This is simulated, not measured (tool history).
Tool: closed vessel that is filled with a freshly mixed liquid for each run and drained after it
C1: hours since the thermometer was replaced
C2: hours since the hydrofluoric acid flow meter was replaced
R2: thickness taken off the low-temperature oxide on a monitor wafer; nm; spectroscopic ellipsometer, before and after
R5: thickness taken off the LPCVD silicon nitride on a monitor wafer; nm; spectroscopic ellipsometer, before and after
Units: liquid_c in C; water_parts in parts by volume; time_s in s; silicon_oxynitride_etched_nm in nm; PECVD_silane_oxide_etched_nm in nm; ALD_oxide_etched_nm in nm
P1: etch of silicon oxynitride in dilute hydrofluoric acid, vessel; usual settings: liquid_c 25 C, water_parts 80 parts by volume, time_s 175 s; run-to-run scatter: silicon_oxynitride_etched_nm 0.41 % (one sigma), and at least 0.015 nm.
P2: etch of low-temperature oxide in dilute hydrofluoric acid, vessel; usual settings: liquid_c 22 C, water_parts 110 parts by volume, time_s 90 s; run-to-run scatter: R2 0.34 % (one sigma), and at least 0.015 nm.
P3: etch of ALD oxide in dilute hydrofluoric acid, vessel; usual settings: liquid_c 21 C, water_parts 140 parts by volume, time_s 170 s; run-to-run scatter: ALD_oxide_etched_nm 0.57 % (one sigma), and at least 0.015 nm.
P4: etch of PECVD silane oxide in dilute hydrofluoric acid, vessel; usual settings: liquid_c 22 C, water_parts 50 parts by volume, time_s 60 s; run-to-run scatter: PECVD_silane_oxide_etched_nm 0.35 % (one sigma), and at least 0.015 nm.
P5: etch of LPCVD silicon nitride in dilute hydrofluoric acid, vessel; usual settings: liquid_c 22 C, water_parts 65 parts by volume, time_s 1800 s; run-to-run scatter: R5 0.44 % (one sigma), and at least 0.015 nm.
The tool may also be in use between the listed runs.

Run 1, hour 5.9: process P1, liquid_c 25 C, water_parts 80 parts by volume, time_s 175 s; C1 829.1; C2 201.3. Result: silicon_oxynitride_etched_nm 11.327 nm.
Run 2, hour 15.3: process P1, liquid_c 25 C, water_parts 80 parts by volume, time_s 175 s; C1 838.5; C2 210.7. Result: silicon_oxynitride_etched_nm 11.342 nm.
Run 3, hour 22.4: process P1, liquid_c 25 C, water_parts 80 parts by volume, time_s 175 s; C1 845.6; C2 217.8. Result: silicon_oxynitride_etched_nm 11.292 nm.
Run 4, hour 31.4: process P2, liquid_c 22 C, water_parts 110 parts by volume, time_s 30 s; C1 854.6; C2 226.8. Result: R2 4.779 nm.
Run 5, hour 38.5: process P1, liquid_c 25 C, water_parts 80 parts by volume, time_s 175 s; C1 861.7; C2 233.9. Result: silicon_oxynitride_etched_nm 11.324 nm.
Run 6, hour 47.9: process P4, liquid_c 22 C, water_parts 50 parts by volume, time_s 95 s; C1 871.1; C2 243.3. Result: PECVD_silane_oxide_etched_nm 68.041 nm.
Run 7, hour 53.8: process P1, liquid_c 19.5 C, water_parts 80 parts by volume, time_s 175 s; C1 877; C2 249.2. Result: silicon_oxynitride_etched_nm 8.6774 nm.
Run 8, hour 65.2: process P1, liquid_c 25 C, water_parts 80 parts by volume, time_s 30 s; C1 888.4; C2 260.6. Result: silicon_oxynitride_etched_nm 1.9193 nm.
Run 9, hour 73.5: process P3, liquid_c 26.5 C, water_parts 140 parts by volume, time_s 170 s; C1 896.7; C2 268.9. Result: ALD_oxide_etched_nm 41.569 nm.
Run 10, hour 85.3: process P1, liquid_c 19 C, water_parts 80 parts by volume, time_s 315 s; C1 908.5; C2 280.7. Result: silicon_oxynitride_etched_nm 15.214 nm.
Run 11, hour 93.1: process P2, liquid_c 22 C, water_parts 110 parts by volume, time_s 90 s; C1 916.3; C2 288.5. Result: R2 14.276 nm.
Run 12, hour 104.3: process P4, liquid_c 22 C, water_parts 50 parts by volume, time_s 60 s; C1 927.5; C2 299.7. Result: PECVD_silane_oxide_etched_nm 43.042 nm.
Run 13, hour 113.7: process P1, liquid_c 25 C, water_parts 140 parts by volume, time_s 175 s; C1 936.9; C2 309.1. Result: silicon_oxynitride_etched_nm 6.1374 nm.
Run 14, hour 120.5: process P1, liquid_c 25 C, water_parts 35 parts by volume, time_s 175 s; C1 943.7; C2 315.9. Result: silicon_oxynitride_etched_nm 27.126 nm.
Run 15, hour 129.6: process P1, liquid_c 32 C, water_parts 80 parts by volume, time_s 175 s; C1 952.8; C2 325. Result: silicon_oxynitride_etched_nm 15.684 nm.
Run 16, hour 141.6: process P4, liquid_c 22 C, water_parts 20 parts by volume, time_s 60 s; C1 964.8; C2 337. Result: PECVD_silane_oxide_etched_nm 112.12 nm.
Run 17, hour 148.6: process P3, liquid_c 21 C, water_parts 140 parts by volume, time_s 170 s; C1 971.8; C2 344. Result: ALD_oxide_etched_nm 33.551 nm.
Run 18, hour 157.1: process P5, liquid_c 22 C, water_parts 65 parts by volume, time_s 3270 s; C1 980.3; C2 352.5. Result: R5 20.244 nm.
Run 19, hour 163.5: process P2, liquid_c 17 C, water_parts 110 parts by volume, time_s 90 s; C1 986.7; C2 358.9. Result: R2 11.677 nm.
Run 20, hour 173.4: process P4, liquid_c 17 C, water_parts 50 parts by volume, time_s 60 s; C1 996.6; C2 368.8. Result: PECVD_silane_oxide_etched_nm 34.654 nm.
Run 21, hour 183.7: process P5, liquid_c 22 C, water_parts 20 parts by volume, time_s 1800 s; C1 1006.9; C2 379.1. Result: R5 34.96 nm.
At hour 184.1: hydrofluoric acid flow meter replaced.
Run 22, hour 191.1: process P5, liquid_c 22 C, water_parts 65 parts by volume, time_s 1800 s; C1 1014.3; C2 7. Result: R5 11.155 nm.
Run 23, hour 202: process P2, liquid_c 22 C, water_parts 110 parts by volume, time_s 90 s; C1 1025.2; C2 17.9. Result: R2 14.374 nm.
Run 24, hour 213.8: process P1, liquid_c 25 C, water_parts 80 parts by volume, time_s 175 s; C1 1037; C2 29.7. Result: silicon_oxynitride_etched_nm 11.278 nm.
Run 25, hour 224.6: process P3, liquid_c 21 C, water_parts 65 parts by volume, time_s 170 s; C1 1047.8; C2 40.5. Result: ALD_oxide_etched_nm 78.416 nm.
Run 26, hour 233.4: process P5, liquid_c 22 C, water_parts 65 parts by volume, time_s 1800 s; C1 1056.6; C2 49.3. Result: R5 11.105 nm.
Run 27, hour 241.1: process P1, liquid_c 25 C, water_parts 80 parts by volume, time_s 270 s; C1 1064.3; C2 57. Result: silicon_oxynitride_etched_nm 17.41 nm.
Run 28, hour 247.3: process P3, liquid_c 21 C, water_parts 140 parts by volume, time_s 30 s; C1 1070.5; C2 63.2. Result: ALD_oxide_etched_nm 5.9321 nm.
Run 29, hour 252.7: process P5, liquid_c 17 C, water_parts 65 parts by volume, time_s 1800 s; C1 1075.9; C2 68.6. Result: R5 7.8808 nm.
Run 30, hour 258.4: process P2, liquid_c 22 C, water_parts 40 parts by volume, time_s 90 s; C1 1081.6; C2 74.3. Result: R2 42.984 nm.
Run 31, hour 268.6: process P1, liquid_c 25 C, water_parts 80 parts by volume, time_s 175 s; C1 1091.8; C2 84.5. Result: silicon_oxynitride_etched_nm 11.332 nm.
Run 32, hour 276.3: process P1, liquid_c 25 C, water_parts 80 parts by volume, time_s 175 s; C1 1099.5; C2 92.2. Result: silicon_oxynitride_etched_nm 10.988 nm.
Run 33, hour 287.7: process P1, liquid_c 25 C, water_parts 80 parts by volume, time_s 175 s; C1 1110.9; C2 103.6. Result: silicon_oxynitride_etched_nm 10.754 nm.
Run 34, hour 300: process P1, liquid_c 25 C, water_parts 80 parts by volume, time_s 175 s; C1 1123.2; C2 115.9. Result: silicon_oxynitride_etched_nm 10.569 nm.
Run 35, hour 307.9: process P1, liquid_c 25 C, water_parts 80 parts by volume, time_s 175 s; C1 1131.1; C2 123.8. Result: silicon_oxynitride_etched_nm 10.6 nm.
Run 36, hour 316.8: process P1, liquid_c 25 C, water_parts 80 parts by volume, time_s 175 s; C1 1140; C2 132.7. Result: silicon_oxynitride_etched_nm 10.577 nm.
Run 37, hour 327.1: process P1, liquid_c 25 C, water_parts 80 parts by volume, time_s 175 s; C1 1150.3; C2 143. Result: silicon_oxynitride_etched_nm 10.471 nm.
Run 38, hour 334.9: process P1, liquid_c 25 C, water_parts 80 parts by volume, time_s 175 s; C1 1158.1; C2 150.8. Result: silicon_oxynitride_etched_nm 10.497 nm.

What P1 gives has crept away from where it was. These 2 causes fit the log equally well, each at the size given:
A: hydrofluoric acid flow below the setpoint (%) = 6.98
B: liquid colder than its thermometer reads (K) = 1.63
The creep began at about hour 268.6.

4 check runs are offered, one wafer each, their results left as question marks. Which one tells the causes apart?
Run check 1, hour 342.7: process P3, liquid_c 21 C, water_parts 75 parts by volume, time_s 55 s. Result: ALD_oxide_etched_nm ?.
Run check 2, hour 342.7: process P2, liquid_c 22 C, water_parts 50 parts by volume, time_s 90 s. Result: R2 ?.
Run check 3, hour 342.7: process P4, liquid_c 22 C, water_parts 20 parts by volume, time_s 60 s. Result: PECVD_silane_oxide_etched_nm ?.
Run check 4, hour 342.7: process P5, liquid_c 22 C, water_parts 40 parts by volume, time_s 2695 s. Result: R5 ?.

What each check would give under each cause:
  check                        result    if A    if B
check 1           ALD_oxide_etched_nm  20.224   20.45
check 2                            R2  31.375  31.641
check 3  PECVD_silane_oxide_etched_nm  104.11  104.53
check 4                            R5  24.912  23.877
How far apart the two closest causes lie, in the result that separates them most: check 1 1.11 %; check 2 0.85 %; check 3 0.4 %; check 4 4.25 %
Only check 4 tells the causes apart: in the others they would give nearly the same result.

Check 4 was then run and gave: R5 25.055 nm. Which cause is it?

It is A: hydrofluoric acid flow below the setpoint (%).

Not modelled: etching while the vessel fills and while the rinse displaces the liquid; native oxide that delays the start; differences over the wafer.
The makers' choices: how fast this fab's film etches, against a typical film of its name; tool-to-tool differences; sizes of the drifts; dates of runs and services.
